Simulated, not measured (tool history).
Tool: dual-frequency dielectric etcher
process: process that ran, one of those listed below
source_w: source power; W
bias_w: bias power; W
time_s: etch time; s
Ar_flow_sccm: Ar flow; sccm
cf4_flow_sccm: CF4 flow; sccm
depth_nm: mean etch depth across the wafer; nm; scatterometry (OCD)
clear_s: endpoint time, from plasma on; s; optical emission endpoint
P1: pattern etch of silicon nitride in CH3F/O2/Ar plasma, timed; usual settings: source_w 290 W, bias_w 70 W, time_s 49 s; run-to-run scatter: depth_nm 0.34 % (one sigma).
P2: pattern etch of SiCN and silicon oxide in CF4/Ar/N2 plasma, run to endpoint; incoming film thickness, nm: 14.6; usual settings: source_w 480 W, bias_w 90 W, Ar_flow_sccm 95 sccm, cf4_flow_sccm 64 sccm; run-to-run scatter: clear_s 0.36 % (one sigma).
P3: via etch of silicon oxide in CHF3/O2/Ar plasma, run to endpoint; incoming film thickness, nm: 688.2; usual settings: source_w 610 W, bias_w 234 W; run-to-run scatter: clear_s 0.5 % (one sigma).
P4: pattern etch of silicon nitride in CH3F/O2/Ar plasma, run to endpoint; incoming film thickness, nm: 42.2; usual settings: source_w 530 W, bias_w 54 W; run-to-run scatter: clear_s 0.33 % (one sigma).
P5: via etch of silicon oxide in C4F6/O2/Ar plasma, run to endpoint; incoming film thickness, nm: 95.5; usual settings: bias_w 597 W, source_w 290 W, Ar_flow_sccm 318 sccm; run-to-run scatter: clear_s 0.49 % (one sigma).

| run | day | process | source_w | bias_w | time_s | Ar_flow_sccm | cf4_flow_sccm | hours since the last wet clean | hours since the last source power generator calibration | hours since the last bias power generator calibration | depth_nm | clear_s |
|---|---|---|---|---|---|---|---|---|---|---|---|---|
| 1 | 0.392 | P1 | 290 | 70 | 49 |  |  | 298.6 | 481.9 | 1001.9 | 30.373 |  |
| 2 | 0.771 | P1 | 290 | 57 | 49 |  |  | 307.7 | 491.0 | 1011.0 | 28.168 |  |
| 3 | 0.992 | P1 | 290 | 70 | 37 |  |  | 313.0 | 496.3 | 1016.3 | 23.011 |  |
| 4 | 1.188 | P2 | 480 | 90 |  | 95 | 90 | 317.7 | 501.0 | 1021.0 |  | 14.228 |
| 5 | 1.392 | P5 | 290 | 597 |  | 318 |  | 322.6 | 505.9 | 1025.9 |  | 22.313 |
| 6 | 1.675 | P3 | 610 | 286 |  |  |  | 329.4 | 512.7 | 1032.7 |  | 302.490 |
| 7 | 2.012 | P1 | 290 | 70 | 68 |  |  | 337.5 | 520.8 | 1040.8 | 42.074 |  |
| 8 | 2.212 | P4 | 430 | 54 |  |  |  | 342.3 | 525.6 | 1045.6 |  | 65.063 |
| 9 | 2.596 | P5 | 290 | 734 |  | 318 |  | 351.5 | 534.8 | 1054.8 |  | 20.660 |
| 10 | 2.967 | P5 | 290 | 597 |  | 444 |  | 360.4 | 543.7 | 1063.7 |  | 23.262 |
| 11 | 3.138 | P2 | 480 | 90 |  | 95 | 64 | 364.5 | 547.8 | 1067.8 |  | 14.742 |
| 12 | 3.483 | P2 | 480 | 90 |  | 55 | 64 | 372.8 | 556.1 | 1076.1 |  | 13.833 |
| 13 | 3.729 | P2 | 480 | 111 |  | 95 | 64 | 378.7 | 562.0 | 1082.0 |  | 13.724 |
| 14 | 3.979 | P1 | 290 | 70 | 49 |  |  | 384.7 | 568.0 | 1088.0 | 30.381 |  |
| 15 | 4.300 | P1 | 180 | 70 | 49 |  |  | 392.4 | 575.7 | 1095.7 | 25.246 |  |
| 16 | 4.558 | P3 | 830 | 234 |  |  |  | 398.6 | 581.9 | 1101.9 |  | 290.600 |
| 17 | 4.729 | P4 | 530 | 54 |  |  |  | 402.7 | 586.0 | 1106.0 |  | 59.980 |
| 18 | 4.942 | P4 | 530 | 44 |  |  |  | 407.8 | 591.1 | 1111.1 |  | 63.468 |
| 19 | 5.275 | P1 | 290 | 70 | 49 |  |  | 415.8 | 599.1 | 1119.1 | 30.316 |  |

The next listed run, before its measurement:
| 20 | 5.525 | P1 | 400 | 70 | 65 |  |  | 421.8 | 605.1 | 1125.1 | ? |  |

{"run 20": {"depth_nm": 45.394}}
